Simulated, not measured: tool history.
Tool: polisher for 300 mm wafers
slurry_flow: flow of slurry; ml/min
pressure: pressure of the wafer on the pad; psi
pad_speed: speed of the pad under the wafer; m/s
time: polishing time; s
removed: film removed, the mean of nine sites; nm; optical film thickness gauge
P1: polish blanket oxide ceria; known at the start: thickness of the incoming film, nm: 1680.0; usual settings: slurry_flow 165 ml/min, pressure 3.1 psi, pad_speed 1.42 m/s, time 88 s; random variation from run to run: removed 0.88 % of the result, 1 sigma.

run   hour  slurry_flow  pressure  pad_speed  time  wafers polished on this pad  hours since the slurry nozzle was cleaned  hours since the head pressure was calibrated  removed
  1   14.1          165       3.1       1.42    88                          784                                       67.7                                         385.9   635.60
  2   24.9          165       3.1       0.64    88                          856                                       78.5                                         396.7   289.59
  3   31.3          165       4.8       1.42    88                          899                                       84.9                                         403.1   980.63
  4   44.9          165       1.4       1.42    88                          990                                       98.5                                         416.7   286.63
  5   51.2          210       3.1       2.14    88                         1032                                      104.8                                         423.0  1000.70
  6   63.4          165       3.1       1.42    88                         1113                                      117.0                                         435.2   638.12
  7   69.8          165       3.1       1.42    88                         1156                                      123.4                                         441.6   638.30
  8   77.0          165       3.1       1.42    88                         1204                                      130.6                                         448.8   641.27
  9   85.4          165       3.1       1.42    88                         1260                                      139.0                                         457.2   633.43
 10   98.9          165       3.1       1.42   119                         1351                                      152.5                                         470.7   870.02
     100.4  -- head pressure recalibrated
 11  106.1          165       3.1       1.42    40                         1399                                      159.7                                           5.8   289.41
 12  114.0          165       3.1       1.42    88                         1452                                      167.6                                          13.7   642.40
 13  127.7          260       3.1       1.42    88                         1543                                      181.3                                          27.4   675.56
 14  139.7          165       3.1       1.96    88                         1623                                      193.3                                          39.4   867.08
 15  150.5          165       3.1       1.42    88                         1695                                      204.1                                          50.2   631.06
 16  163.5          100       3.1       1.42    88                         1782                                      217.1                                          63.2   570.50
 17  172.2          165       3.1       1.42    88                         1840                                      225.8                                          71.9   639.42
 18  182.4          165       3.1       1.42    88                         1909                                      236.0                                          82.1   621.37
 19  194.8          165       3.1       1.42    88                         1991                                      248.4                                          94.5   602.59
 20  201.3          165       3.1       1.42    88                         2035                                      254.9                                         101.0   598.86
 21  210.5          165       3.1       1.42    88                         2096                                      264.1                                         110.2   596.19
 22  216.7          165       3.1       1.42    88                         2138                                      270.3                                         116.4   582.35
 23  224.8          165       3.1       1.42    88                         2192                                      278.4                                         124.5   584.43

The next listed run, before its measurement:
     229.4  -- head pressure recalibrated
 24  231.6          165       3.1       1.42    88                         2237                                      285.2                                           2.2        ?

removed: 584.85 nm
